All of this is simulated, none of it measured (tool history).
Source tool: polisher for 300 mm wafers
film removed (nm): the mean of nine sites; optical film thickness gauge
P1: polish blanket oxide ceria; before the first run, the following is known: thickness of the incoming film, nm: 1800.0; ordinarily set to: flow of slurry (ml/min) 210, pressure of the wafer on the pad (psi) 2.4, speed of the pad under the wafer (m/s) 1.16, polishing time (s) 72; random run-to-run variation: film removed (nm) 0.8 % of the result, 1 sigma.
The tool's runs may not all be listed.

run	hour	flow of slurry (ml/min)	pressure of the wafer on the pad (psi)	speed of the pad under the wafer (m/s)	polishing time (s)	wafers polished on this pad	hours since the slurry nozzle was cleaned	hours since the head pressure was calibrated	film removed (nm)
1	13.7	210	2.4	1.16	72	676	601.9	209.4	271.21
2	20.9	210	2.4	1.16	72	761	609.1	216.6	269.13
3	31.2	210	1.1	1.16	72	883	619.4	226.9	124.62
4	38.8	210	2.4	0.8	72	972	627	234.5	189.04
5	52.1	125	2.4	1.16	72	1130	640.3	247.8	250.88
6	65.7	330	2.4	1.16	72	1290	653.9	261.4	285.87
7	76.4	210	1.6	0.52	72	1417	664.6	272.1	81.633
8	84	210	2.4	1.16	32	1507	672.2	279.7	121.12
9	91.6	210	2.4	1.16	72	1596	679.8	287.3	271.21
10	102	210	2.4	1.56	72	1719	690.2	297.7	365.4
11	110.1	210	2.4	1.16	72	1815	698.3	305.8	272.51
12	119.5	270	2.4	0.68	72	1926	707.7	315.2	162.55
13	132	210	3.4	1.16	72	2074	720.2	327.7	386.31
14	146	210	2.4	1.16	96	2239	734.2	341.7	364.9
15	159	210	2.4	1.16	72	2393	747.2	354.7	272.55
16	167	125	2.4	1.44	72	2487	755.2	362.7	311.57
17	182	210	2.4	1.16	72	2665	770.2	377.7	270.48
18	190.7	210	2.4	1.16	72	2768	778.9	386.4	264.74
19	197.9	210	2.4	1.16	72	2853	786.1	393.6	265.63
20	208.4	210	2.4	1.16	72	2977	796.6	404.1	261.92
21	223	210	2.4	1.16	72	3149	811.2	418.7	257.23

Run 22 comes next. What will it give?
# hour 226.5: worn pad replaced by a new one
22	237.5	210	2.4	1.16	72	130	825.7	433.2	?

For run 22 the tool returned film removed (nm) 262.67.
